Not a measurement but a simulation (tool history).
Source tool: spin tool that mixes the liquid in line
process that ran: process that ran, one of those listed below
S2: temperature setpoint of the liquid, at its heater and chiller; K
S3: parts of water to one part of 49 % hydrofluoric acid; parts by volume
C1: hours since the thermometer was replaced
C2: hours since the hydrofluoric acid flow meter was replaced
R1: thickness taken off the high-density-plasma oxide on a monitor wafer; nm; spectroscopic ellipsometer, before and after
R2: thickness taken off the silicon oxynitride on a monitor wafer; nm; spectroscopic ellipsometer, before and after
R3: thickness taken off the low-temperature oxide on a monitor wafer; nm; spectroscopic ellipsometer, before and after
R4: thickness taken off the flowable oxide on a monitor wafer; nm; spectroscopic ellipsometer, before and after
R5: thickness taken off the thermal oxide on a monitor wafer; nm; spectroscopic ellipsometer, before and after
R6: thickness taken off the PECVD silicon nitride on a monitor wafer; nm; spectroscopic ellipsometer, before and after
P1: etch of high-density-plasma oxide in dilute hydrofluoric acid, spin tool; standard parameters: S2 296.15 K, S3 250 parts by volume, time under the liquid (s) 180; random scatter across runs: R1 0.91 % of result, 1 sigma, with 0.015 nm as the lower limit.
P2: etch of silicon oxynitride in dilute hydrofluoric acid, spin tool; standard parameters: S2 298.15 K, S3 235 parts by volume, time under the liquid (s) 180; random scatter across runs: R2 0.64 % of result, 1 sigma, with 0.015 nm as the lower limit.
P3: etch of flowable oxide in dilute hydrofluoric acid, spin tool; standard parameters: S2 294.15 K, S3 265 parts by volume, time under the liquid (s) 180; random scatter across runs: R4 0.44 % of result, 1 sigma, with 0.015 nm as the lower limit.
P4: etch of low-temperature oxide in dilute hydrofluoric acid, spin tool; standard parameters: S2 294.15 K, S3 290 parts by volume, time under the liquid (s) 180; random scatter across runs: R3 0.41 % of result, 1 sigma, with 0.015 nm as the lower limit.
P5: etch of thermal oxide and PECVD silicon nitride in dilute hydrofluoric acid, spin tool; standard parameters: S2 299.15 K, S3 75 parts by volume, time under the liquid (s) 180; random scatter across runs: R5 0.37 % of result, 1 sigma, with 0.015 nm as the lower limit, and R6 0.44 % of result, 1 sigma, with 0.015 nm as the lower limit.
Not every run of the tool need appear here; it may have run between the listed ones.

{"run": 1, "hour": 10.5, "process that ran": "P1", "S2": 296.15, "S3": 250, "time under the liquid (s)": 180, "C1": 1759.2, "C2": 407.3, "R1": 3.0281}
{"run": 2, "hour": 24.5, "process that ran": "P2", "S2": 298.15, "S3": 400, "time under the liquid (s)": 180, "C1": 1773.2, "C2": 421.3, "R2": 1.8225}
{"run": 3, "hour": 34.4, "process that ran": "P4", "S2": 294.15, "S3": 290, "time under the liquid (s)": 180, "C1": 1783.1, "C2": 431.2, "R3": 5.2405}
{"run": 4, "hour": 43.6, "process that ran": "P1", "S2": 296.15, "S3": 250, "time under the liquid (s)": 180, "C1": 1792.3, "C2": 440.4, "R1": 3.0375}
{"run": 5, "hour": 55.0, "process that ran": "P2", "S2": 305.65, "S3": 235, "time under the liquid (s)": 180, "C1": 1803.7, "C2": 451.8, "R2": 4.6746}
{"run": 6, "hour": 65.8, "process that ran": "P1", "S2": 296.15, "S3": 250, "time under the liquid (s)": 180, "C1": 1814.5, "C2": 462.6, "R1": 2.997}
{"run": 7, "hour": 75.1, "process that ran": "P1", "S2": 296.15, "S3": 250, "time under the liquid (s)": 295, "C1": 1823.8, "C2": 471.9, "R1": 4.8971}
{"run": 8, "hour": 88.8, "process that ran": "P3", "S2": 294.15, "S3": 265, "time under the liquid (s)": 305, "C1": 1837.5, "C2": 485.6, "R4": 26.971}
{"run": 9, "hour": 104.8, "process that ran": "P3", "S2": 294.15, "S3": 265, "time under the liquid (s)": 180, "C1": 1853.5, "C2": 501.6, "R4": 15.948}
{"run": 10, "hour": 112.7, "process that ran": "P5", "S2": 299.15, "S3": 75, "time under the liquid (s)": 30, "C1": 1861.4, "C2": 509.5, "R5": 2.1085, "R6": 1.5359}
{"run": 11, "hour": 124.7, "process that ran": "P1", "S2": 296.15, "S3": 415, "time under the liquid (s)": 180, "C1": 1873.4, "C2": 521.5, "R1": 1.5687}
{"run": 12, "hour": 141.7, "process that ran": "P4", "S2": 302.65, "S3": 290, "time under the liquid (s)": 180, "C1": 1890.4, "C2": 538.5, "R3": 7.0225}
{"run": 13, "hour": 152.3, "process that ran": "P5", "S2": 307.15, "S3": 75, "time under the liquid (s)": 180, "C1": 1901.0, "C2": 549.1, "R5": 17.285, "R6": 15.703}
{"run": 14, "hour": 167.0, "process that ran": "P1", "S2": 296.15, "S3": 250, "time under the liquid (s)": 180, "C1": 1915.7, "C2": 563.8, "R1": 2.9979}
{"run": 15, "hour": 177.9, "process that ran": "P5", "S2": 299.15, "S3": 20, "time under the liquid (s)": 180, "C1": 1926.6, "C2": 574.7, "R5": 51.979, "R6": 33.6}
{"run": 16, "hour": 195.6, "process that ran": "P1", "S2": 303.65, "S3": 250, "time under the liquid (s)": 180, "C1": 1944.3, "C2": 592.4, "R1": 3.8877}
{"run": 17, "hour": 213.0, "process that ran": "P1", "S2": 296.15, "S3": 250, "time under the liquid (s)": 55, "C1": 1961.7, "C2": 609.8, "R1": 0.8922}
{"run": 18, "hour": 228.1, "process that ran": "P4", "S2": 294.15, "S3": 510, "time under the liquid (s)": 180, "C1": 1976.8, "C2": 624.9, "R3": 2.4753}
{"run": 19, "hour": 237.8, "process that ran": "P3", "S2": 294.15, "S3": 265, "time under the liquid (s)": 180, "C1": 1986.5, "C2": 634.6, "R4": 15.942}
{"run": 20, "hour": 246.9, "process that ran": "P3", "S2": 294.15, "S3": 375, "time under the liquid (s)": 180, "C1": 1995.6, "C2": 643.7, "R4": 10.215}
{"run": 21, "hour": 256.1, "process that ran": "P5", "S2": 299.15, "S3": 75, "time under the liquid (s)": 180, "C1": 2004.8, "C2": 652.9, "R5": 12.808, "R6": 9.4501}
{"run": 22, "hour": 265.5, "process that ran": "P1", "S2": 292.65, "S3": 125, "time under the liquid (s)": 180, "C1": 2014.2, "C2": 662.3, "R1": 5.9345}
{"run": 23, "hour": 278.0, "process that ran": "P2", "S2": 298.15, "S3": 235, "time under the liquid (s)": 180, "C1": 2026.7, "C2": 674.8, "R2": 3.4637}
{"run": 24, "hour": 286.6, "process that ran": "P1", "S2": 296.15, "S3": 85, "time under the liquid (s)": 180, "C1": 2035.3, "C2": 683.4, "R1": 10.435}
{"run": 25, "hour": 301.7, "process that ran": "P3", "S2": 290.15, "S3": 265, "time under the liquid (s)": 180, "C1": 2050.4, "C2": 698.5, "R4": 13.787}
{"hour": 309.7, "done": "thermometer replaced"}
{"run": 26, "hour": 310.7, "process that ran": "P4", "S2": 294.15, "S3": 290, "time under the liquid (s)": 180, "C1": 1.0, "C2": 707.5, "R3": 5.2175}
{"run": 27, "hour": 326.2, "process that ran": "P1", "S2": 290.15, "S3": 370, "time under the liquid (s)": 180, "C1": 16.5, "C2": 723.0, "R1": 1.4534}
{"run": 28, "hour": 336.0, "process that ran": "P4", "S2": 294.15, "S3": 290, "time under the liquid (s)": 80, "C1": 26.3, "C2": 732.8, "R3": 2.3159}
{"run": 29, "hour": 349.6, "process that ran": "P2", "S2": 298.15, "S3": 235, "time under the liquid (s)": 85, "C1": 39.9, "C2": 746.4, "R2": 1.6255}
{"run": 30, "hour": 363.6, "process that ran": "P1", "S2": 290.15, "S3": 250, "time under the liquid (s)": 180, "C1": 53.9, "C2": 760.4, "R1": 2.4258}
{"run": 31, "hour": 381.0, "process that ran": "P1", "S2": 296.15, "S3": 250, "time under the liquid (s)": 180, "C1": 71.3, "C2": 777.8, "R1": 3.0637}
{"run": 32, "hour": 390.0, "process that ran": "P1", "S2": 296.15, "S3": 250, "time under the liquid (s)": 180, "C1": 80.3, "C2": 786.8, "R1": 2.9001}
{"run": 33, "hour": 404.6, "process that ran": "P1", "S2": 296.15, "S3": 250, "time under the liquid (s)": 180, "C1": 94.9, "C2": 801.4, "R1": 2.957}
{"run": 34, "hour": 414.2, "process that ran": "P1", "S2": 296.15, "S3": 250, "time under the liquid (s)": 180, "C1": 104.5, "C2": 811.0, "R1": 2.8437}
{"run": 35, "hour": 427.2, "process that ran": "P1", "S2": 296.15, "S3": 250, "time under the liquid (s)": 180, "C1": 117.5, "C2": 824.0, "R1": 2.8195}
{"run": 36, "hour": 443.7, "process that ran": "P1", "S2": 296.15, "S3": 250, "time under the liquid (s)": 180, "C1": 134.0, "C2": 840.5, "R1": 2.8023}
{"run": 37, "hour": 454.7, "process that ran": "P1", "S2": 296.15, "S3": 250, "time under the liquid (s)": 180, "C1": 145.0, "C2": 851.5, "R1": 2.8682}
{"run": 38, "hour": 465.1, "process that ran": "P1", "S2": 296.15, "S3": 250, "time under the liquid (s)": 180, "C1": 155.4, "C2": 861.9, "R1": 2.8057}
{"run": 39, "hour": 481.5, "process that ran": "P1", "S2": 296.15, "S3": 250, "time under the liquid (s)": 180, "C1": 171.8, "C2": 878.3, "R1": 2.8045}
{"run": 40, "hour": 497.9, "process that ran": "P1", "S2": 296.15, "S3": 250, "time under the liquid (s)": 180, "C1": 188.2, "C2": 894.7, "R1": 2.805}

The output of P1 has drifted from where it used to be. Each of the 2 causes below, taken at the size shown beside it, accounts for the log equally well:
A: hydrofluoric acid flow below the setpoint (%) = 5.69
B: liquid colder than its thermometer reads (K) = 2.01
The creep began at about hour 381.0.

Each of the 4 check runs below uses one wafer; its results are left as question marks. Which run tells the causes apart?
{"run": "check 1", "hour": 514.3, "process that ran": "P2", "S2": 298.15, "S3": 235, "time under the liquid (s)": 180, "R2": "?"}
{"run": "check 2", "hour": 514.3, "process that ran": "P5", "S2": 299.15, "S3": 75, "time under the liquid (s)": 180, "R5": "?", "R6": "?"}
{"run": "check 3", "hour": 514.3, "process that ran": "P3", "S2": 294.15, "S3": 265, "time under the liquid (s)": 180, "R4": "?"}
{"run": "check 4", "hour": 514.3, "process that ran": "P4", "S2": 294.15, "S3": 290, "time under the liquid (s)": 180, "R3": "?"}

What every check run would give for each of its results, assuming each possible cause in turn:
check=check_1 result=R2 if_A=3.2352 if_B=3.1747
check=check_2 result=R5 if_A=12.0230 if_B=11.8340
check=check_2 result=R6 if_A=8.8193 if_B=8.1820
check=check_3 result=R4 if_A=14.865 if_B=14.847
check=check_4 result=R3 if_A=4.8612 if_B=4.8650
Separation of the two closest causes in each check, using whichever result separates them best: check 1 1.89 %; check 2 7.5 %; check 3 0.13 %; check 4 0.08 %
Only in check 2 would the causes give clearly different results; in the remaining checks their results would be nearly the same.

Then check 2 was run and gave: R5 11.8100 nm; R6 8.1968 nm. Which cause is it?

The correct cause is B, namely: liquid colder than its thermometer reads (K).
